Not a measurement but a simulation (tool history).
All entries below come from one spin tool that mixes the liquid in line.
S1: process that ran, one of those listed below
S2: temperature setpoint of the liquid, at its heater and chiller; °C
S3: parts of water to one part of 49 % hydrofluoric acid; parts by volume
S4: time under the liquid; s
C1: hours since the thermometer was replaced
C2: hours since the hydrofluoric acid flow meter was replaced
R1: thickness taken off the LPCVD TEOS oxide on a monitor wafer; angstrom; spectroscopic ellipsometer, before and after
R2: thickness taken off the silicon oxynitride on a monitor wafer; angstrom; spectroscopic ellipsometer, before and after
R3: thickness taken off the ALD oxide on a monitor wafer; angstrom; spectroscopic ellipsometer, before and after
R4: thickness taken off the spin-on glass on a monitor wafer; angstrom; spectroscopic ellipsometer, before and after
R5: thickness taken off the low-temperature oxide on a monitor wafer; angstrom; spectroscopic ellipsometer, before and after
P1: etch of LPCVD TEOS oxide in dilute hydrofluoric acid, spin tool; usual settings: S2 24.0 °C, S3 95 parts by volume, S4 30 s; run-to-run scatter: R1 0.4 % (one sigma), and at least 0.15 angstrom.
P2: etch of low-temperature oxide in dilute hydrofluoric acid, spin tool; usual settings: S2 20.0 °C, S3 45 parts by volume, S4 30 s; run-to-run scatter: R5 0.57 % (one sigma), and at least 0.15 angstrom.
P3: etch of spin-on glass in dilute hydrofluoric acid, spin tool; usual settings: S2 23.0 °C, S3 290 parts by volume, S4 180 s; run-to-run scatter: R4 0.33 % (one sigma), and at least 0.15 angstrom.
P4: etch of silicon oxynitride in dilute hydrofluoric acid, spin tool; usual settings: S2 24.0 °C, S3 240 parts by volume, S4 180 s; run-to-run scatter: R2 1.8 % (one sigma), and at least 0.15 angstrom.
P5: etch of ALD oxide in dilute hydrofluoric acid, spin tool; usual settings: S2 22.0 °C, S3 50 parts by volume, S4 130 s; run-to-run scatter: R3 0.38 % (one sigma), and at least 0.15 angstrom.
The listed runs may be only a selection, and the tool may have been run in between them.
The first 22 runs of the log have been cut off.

run,hour,S1,S2,S3,S4,C1,C2,R1,R2,R3,R4,R5
23,227.7,P1,24.0,95,15,1513.8,796.3,89.009,,,,
24,239.7,P3,23.0,510,180,1525.8,808.3,,,,85.683,
25,251.4,P4,24.0,240,180,1537.5,820.0,,15.02800,,,
26,263.4,P5,22.0,50,30,1549.5,832.0,,,60.373,,
27,272.2,P1,17.0,95,30,1558.3,840.8,131.690,,,,
28,285.0,P2,20.0,45,15,1571.1,853.6,,,,,78.08
29,297.2,P5,25.5,50,130,1583.3,865.8,,,299.470,,
30,309.1,P1,31.5,50,30,1595.2,877.7,484.110,,,,
31,320.7,P3,23.0,290,180,1606.8,889.3,,,,184.080,
32,331.0,P1,24.0,175,30,1617.1,899.6,87.701,,,,
33,341.1,P1,24.0,95,30,1627.2,909.7,176.430,,,,
34,352.5,P1,24.0,95,30,1638.6,921.1,181.600,,,,
35,361.6,P1,24.0,95,30,1647.7,930.2,185.310,,,,
36,371.5,P1,24.0,95,30,1657.6,940.1,188.500,,,,
37,380.0,P1,24.0,95,30,1666.1,948.6,189.320,,,,
38,392.0,P1,24.0,95,30,1678.1,960.6,189.300,,,,

Run 39 has not been measured yet. What should we expect?
39,398.5,P1,24.0,95,30,1684.6,967.1,?,,,,

{"run 39": {"R1": 190.57}}

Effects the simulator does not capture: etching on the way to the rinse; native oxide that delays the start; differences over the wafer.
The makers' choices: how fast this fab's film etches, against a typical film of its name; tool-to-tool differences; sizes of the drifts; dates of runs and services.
